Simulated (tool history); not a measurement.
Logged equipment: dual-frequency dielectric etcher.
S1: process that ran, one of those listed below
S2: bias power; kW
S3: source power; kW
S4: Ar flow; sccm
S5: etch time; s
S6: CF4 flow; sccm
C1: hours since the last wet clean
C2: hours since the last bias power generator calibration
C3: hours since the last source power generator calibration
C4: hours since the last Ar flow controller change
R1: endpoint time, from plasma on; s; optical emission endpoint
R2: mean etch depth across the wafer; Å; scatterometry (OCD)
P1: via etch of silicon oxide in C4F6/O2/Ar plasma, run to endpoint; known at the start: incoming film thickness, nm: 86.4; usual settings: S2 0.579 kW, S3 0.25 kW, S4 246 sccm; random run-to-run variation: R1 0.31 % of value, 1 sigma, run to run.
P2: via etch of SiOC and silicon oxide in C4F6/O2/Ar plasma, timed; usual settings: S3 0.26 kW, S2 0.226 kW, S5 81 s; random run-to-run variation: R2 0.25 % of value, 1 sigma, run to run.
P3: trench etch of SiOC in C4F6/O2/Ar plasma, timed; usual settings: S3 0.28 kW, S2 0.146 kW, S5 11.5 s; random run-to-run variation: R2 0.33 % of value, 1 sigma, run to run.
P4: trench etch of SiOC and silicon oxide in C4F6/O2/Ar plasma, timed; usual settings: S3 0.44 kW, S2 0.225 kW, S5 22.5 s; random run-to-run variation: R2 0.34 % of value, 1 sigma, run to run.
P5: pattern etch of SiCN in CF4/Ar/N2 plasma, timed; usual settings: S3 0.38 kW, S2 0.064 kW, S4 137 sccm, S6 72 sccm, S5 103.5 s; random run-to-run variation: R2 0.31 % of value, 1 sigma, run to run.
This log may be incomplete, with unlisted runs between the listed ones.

run   hour  S1     S2    S3   S4     S5  S6     C1      C2      C3      C4      R1      R2
  1   10.9  P1  0.579  0.25  246             258.8  1994.4   532.6  3792.9  20.874
  2   23.4  P1  0.579  0.19  198             271.3  2006.9   545.1  3805.4  22.496
  3   42.5  P1  0.473  0.25  328             290.4    2026   564.2  3824.5  23.251
  4   56.9  P1  0.579  0.33  187             304.8  2040.4   578.6  3838.9  18.367
  5   71.9  P1  0.579  0.33  246             319.8  2055.4   593.6  3853.9  18.792
  6   89.1  P2  0.226  0.26          59        337  2072.6   610.8  3871.1          591.45
  7  101.7  P2  0.226  0.26          81      349.6  2085.2   623.4  3883.7          815.66
  8  115.7  P1  0.579  0.25  246             363.6  2099.2   637.4  3897.7   20.77
  9  133.8  P1  0.452  0.25  246             381.7  2117.3   655.5  3915.8  22.817
 10  145.6  P5  0.089  0.38  137  103.5  72  393.5  2129.1   667.3  3927.6          777.25
 11  162.6  P2  0.226  0.26          81      410.5  2146.1   684.3  3944.6          815.38
 12  181.8  P1  0.579  0.25  246             429.7  2165.3   703.5  3963.8  20.911
 13  193.7  P1  0.579  0.25  349             441.6  2177.2   715.4  3975.7  21.743
 14  212.6  P5  0.064  0.38  137  103.5  47  460.5  2196.1   734.3  3994.6          635.98
 15  229.7  P1  0.579  0.18  246             477.6  2213.2   751.4  4011.7  23.334
 16    238  P2  0.319  0.26          81      485.9  2221.5   759.7    4020          924.34
 17  254.2  P4  0.225  0.44        22.5      502.1  2237.7   775.9  4036.2           488.1
 18  265.2  P1  0.757  0.25  246             513.1  2248.7   786.9  4047.2  18.883
 19  276.1  P2  0.226  0.18          81        524  2259.6   797.8  4058.1          707.65
 20  293.5  P3  0.146  0.37        11.5      541.4    2277   815.2  4075.5          223.78
 21  312.6  P4  0.225  0.29        22.5      560.5  2296.1   834.3  4094.6          414.98
 22  325.1  P4  0.164  0.44        22.5        573  2308.6   846.8  4107.1          439.09
 23  334.8  P1  0.579  0.25  246             582.7  2318.3   856.5  4116.8   20.93
 24  350.4  P3  0.093  0.28        11.5      598.3  2333.9   872.1  4132.4          174.39
 25  365.3  P4  0.225  0.44          13      613.2  2348.8     887  4147.3          281.21
 26  374.2  P5  0.064  0.25  137  103.5  72  622.1  2357.7   895.9  4156.2          476.95
 27  388.5  P3  0.146  0.28        11.5      636.4    2372   910.2  4170.5          199.41
 28  404.3  P3  0.146  0.28          17      652.2  2387.8     926  4186.3          294.06
 29  413.7  P1  0.579  0.25  246             661.6  2397.2   935.4  4195.7  20.832
 30  423.4  P5  0.064  0.38  168  103.5  72  671.3  2406.9   945.1  4205.4           661.4
 31  440.2  P4  0.225  0.44        22.5      688.1  2423.7   961.9  4222.2          485.04
     442.8  -- bias power generator calibrated
 32  456.5  P5  0.064  0.38  137  103.5  72  704.4    13.8   978.2  4238.5          684.06
 33  474.6  P1  0.579  0.25  246             722.5    31.9   996.3  4256.6  20.963
 34  490.5  P5  0.064  0.38  137  129.5  72  738.4    47.8  1012.2  4272.5          859.89
 35  508.8  P3  0.146  0.28        11.5      756.7    66.1  1030.5  4290.8           200.4
 36  527.9  P1  0.579  0.25  194             775.8    85.2  1049.6  4309.9  20.306
 37  545.5  P1  0.579  0.25  246             793.4   102.8  1067.2  4327.5  20.898
 38  564.2  P1  0.579  0.25  246             812.1   121.5  1085.9  4346.2  20.666
 39  573.1  P1  0.579  0.25  246               821   130.4  1094.8  4355.1  20.667
 40  589.8  P1  0.579  0.25  246             837.7   147.1  1111.5  4371.8  20.639
 41  605.7  P1  0.579  0.25  246             853.6     163  1127.4  4387.7  20.626
     608.2  -- wet clean of the chamber
 42  617.1  P1  0.579  0.25  246               8.9   174.4  1138.8  4399.1  20.557
     621.9  -- Ar flow controller replaced
 43  628.1  P1  0.579  0.25  246              19.9   185.4  1149.8     6.2  20.478
 44  637.5  P1  0.579  0.25  246              29.3   194.8  1159.2    15.6  20.573
 45    650  P1  0.579  0.25  246              41.8   207.3  1171.7    28.1  20.549

Something has made what P1 gives creep away from where it was; the 2 causes below, each at its own stated size, fit the log equally well:
A: source power that arrives over what is set, % = 4.36
B: bias power that arrives over what is set, % = 4.06
The gradual shift began around hour 545.5.
Excluded causes, each with its reason:
chamber walls in a state that raises the etch rate, %: work on it at hour 608.2, done after the drift set in, did not restore what the process gave before
Ar flow that arrives under what is set, %: work on it at hour 621.9, done after the drift set in, did not restore what the process gave before

Consider the 4 single-wafer check runs listed below, results given as question marks: which one distinguishes between the causes by giving clearly different results for each?
check 1  662.5  P5  0.064  0.38  137  103.5  72                       ?
check 2  662.5  P4  0.225  0.44        22.5                           ?
check 3  662.5  P3  0.146  0.28        11.5                           ?
check 4  662.5  P2  0.226  0.26          81                           ?

Check results expected under each cause:
  check  result    if A    if B
check 1      R2  710.53  694.38
check 2      R2  494.51  492.89
check 3      R2  202.96   202.1
check 4      R2  828.13  826.18
Separation of the two closest causes in each check, using whichever result separates them best: check 1 2.3 %; check 2 0.33 %; check 3 0.43 %; check 4 0.24 %
Of the check runs offered, only check 1 discriminates between the causes; the rest would read about the same regardless of which cause applies.

Then check 1 was run and gave: R2 691.32 Å. Which cause is it?

Of the candidate causes, it is B: bias power that arrives over what is set, %.

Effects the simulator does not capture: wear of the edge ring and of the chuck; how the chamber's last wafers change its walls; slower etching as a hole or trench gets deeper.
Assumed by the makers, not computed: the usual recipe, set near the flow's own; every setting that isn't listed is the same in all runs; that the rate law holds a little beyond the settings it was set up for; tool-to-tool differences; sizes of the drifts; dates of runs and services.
